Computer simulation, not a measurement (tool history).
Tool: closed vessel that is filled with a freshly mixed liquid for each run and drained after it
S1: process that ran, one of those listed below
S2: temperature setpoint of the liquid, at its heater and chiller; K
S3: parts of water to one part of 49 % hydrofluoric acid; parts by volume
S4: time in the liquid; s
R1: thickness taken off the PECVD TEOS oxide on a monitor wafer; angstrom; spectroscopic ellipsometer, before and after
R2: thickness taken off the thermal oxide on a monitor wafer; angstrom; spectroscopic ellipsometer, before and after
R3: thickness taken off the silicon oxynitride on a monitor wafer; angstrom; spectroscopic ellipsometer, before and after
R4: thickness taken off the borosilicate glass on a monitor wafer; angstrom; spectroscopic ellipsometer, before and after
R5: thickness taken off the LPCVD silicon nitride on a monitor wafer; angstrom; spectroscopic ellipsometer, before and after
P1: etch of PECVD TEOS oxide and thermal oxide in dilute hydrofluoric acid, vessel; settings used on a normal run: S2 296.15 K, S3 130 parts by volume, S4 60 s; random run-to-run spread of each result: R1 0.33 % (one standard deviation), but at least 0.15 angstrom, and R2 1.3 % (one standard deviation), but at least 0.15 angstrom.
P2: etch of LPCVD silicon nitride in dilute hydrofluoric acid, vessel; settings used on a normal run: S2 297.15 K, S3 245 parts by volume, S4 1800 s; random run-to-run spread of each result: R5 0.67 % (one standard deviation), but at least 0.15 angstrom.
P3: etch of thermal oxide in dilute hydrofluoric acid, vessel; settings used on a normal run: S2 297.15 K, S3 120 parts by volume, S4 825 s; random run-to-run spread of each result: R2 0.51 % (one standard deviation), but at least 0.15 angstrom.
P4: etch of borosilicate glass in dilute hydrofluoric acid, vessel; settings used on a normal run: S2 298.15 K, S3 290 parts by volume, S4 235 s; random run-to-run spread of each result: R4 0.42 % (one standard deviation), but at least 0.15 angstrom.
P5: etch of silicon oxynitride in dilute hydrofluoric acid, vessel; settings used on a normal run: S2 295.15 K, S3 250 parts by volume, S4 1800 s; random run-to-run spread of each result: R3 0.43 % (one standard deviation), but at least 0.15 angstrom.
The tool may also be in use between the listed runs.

| run | day | S1 | S2 | S3 | S4 | R1 | R2 | R3 | R4 | R5 |
|---|---|---|---|---|---|---|---|---|---|---|
| 1 | 0.450 | P1 | 296.15 | 130 | 60 | 82.003 | 22.0600 |  |  |  |
| 2 | 0.788 | P1 | 296.15 | 130 | 60 | 82.155 | 21.2650 |  |  |  |
| 3 | 1.254 | P3 | 297.15 | 35 | 825 |  | 1268.5000 |  |  |  |
| 4 | 1.633 | P1 | 296.15 | 130 | 60 | 82.079 | 21.2290 |  |  |  |
| 5 | 2.196 | P3 | 302.65 | 120 | 825 |  | 409.8300 |  |  |  |
| 6 | 2.700 | P3 | 297.15 | 120 | 185 |  | 73.7980 |  |  |  |
| 7 | 3.246 | P5 | 302.65 | 250 | 1800 |  |  | 152.170 |  |  |
| 8 | 3.646 | P4 | 294.15 | 290 | 235 |  |  |  | 222.13 |  |
| 9 | 4.246 | P4 | 298.15 | 90 | 235 |  |  |  | 1034.30 |  |
| 10 | 4.938 | P2 | 303.65 | 245 | 1800 |  |  |  |  | 54.013 |
| 11 | 5.383 | P5 | 295.15 | 420 | 1800 |  |  | 59.656 |  |  |
| 12 | 6.004 | P1 | 296.15 | 130 | 30 | 41.080 | 10.7480 |  |  |  |
| 13 | 6.579 | P1 | 292.65 | 130 | 30 | 35.432 | 9.2931 |  |  |  |
| 14 | 7.004 | P2 | 297.15 | 245 | 2620 |  |  |  |  | 53.419 |
| 15 | 7.404 | P1 | 292.15 | 130 | 100 | 116.600 | 30.1980 |  |  |  |
| 16 | 7.867 | P1 | 301.15 | 130 | 60 | 98.566 | 26.0600 |  |  |  |
| 17 | 8.188 | P1 | 296.15 | 235 | 60 | 40.313 | 10.9670 |  |  |  |
| 18 | 8.608 | P1 | 296.15 | 130 | 60 | 82.038 | 21.7970 |  |  |  |
| 19 | 9.279 | P1 | 292.65 | 50 | 60 | 202.790 | 53.3850 |  |  |  |
| 20 | 9.654 | P1 | 296.15 | 60 | 60 | 192.900 | 51.7430 |  |  |  |
| 21 | 10.329 | P3 | 297.15 | 120 | 825 |  | 333.0100 |  |  |  |
| 22 | 10.762 | P5 | 295.15 | 250 | 1800 |  |  | 110.710 |  |  |
| 23 | 11.171 | P2 | 297.15 | 245 | 1800 |  |  |  |  | 36.490 |
| 24 | 11.725 | P1 | 296.15 | 130 | 60 | 81.902 | 21.7260 |  |  |  |
| 25 | 12.171 | P2 | 297.15 | 335 | 1800 |  |  |  |  | 26.286 |
| 26 | 12.525 | P3 | 297.15 | 120 | 825 |  | 328.8600 |  |  |  |
| 27 | 13.108 | P4 | 298.15 | 290 | 465 |  |  |  | 509.45 |  |
| 28 | 13.671 | P1 | 290.15 | 130 | 60 | 64.106 | 16.6380 |  |  |  |
| 29 | 14.267 | P1 | 296.15 | 130 | 115 | 157.550 | 41.6750 |  |  |  |
| 30 | 14.779 | P4 | 298.15 | 290 | 235 |  |  |  | 255.52 |  |
| 31 | 15.442 | P5 | 295.15 | 250 | 680 |  |  | 42.299 |  |  |
| 32 | 15.842 | P1 | 296.15 | 130 | 60 | 82.141 | 21.3370 |  |  |  |
| 33 | 16.412 | P1 | 296.15 | 130 | 60 | 79.536 | 21.0440 |  |  |  |
| 34 | 16.788 | P1 | 296.15 | 130 | 60 | 78.046 | 20.6500 |  |  |  |
| 35 | 17.467 | P1 | 296.15 | 130 | 60 | 77.076 | 20.5500 |  |  |  |
| 36 | 17.871 | P1 | 296.15 | 130 | 60 | 76.148 | 19.8980 |  |  |  |
| 37 | 18.183 | P1 | 296.15 | 130 | 60 | 76.100 | 20.4820 |  |  |  |
| 38 | 18.600 | P1 | 296.15 | 130 | 60 | 75.715 | 20.1820 |  |  |  |

Run 39 has not been measured yet. What should we expect?
| 39 | 19.021 | P1 | 296.15 | 130 | 60 | ? | ? |  |  |  |

R1: 76.132 angstrom
R2: 20.4370 angstrom
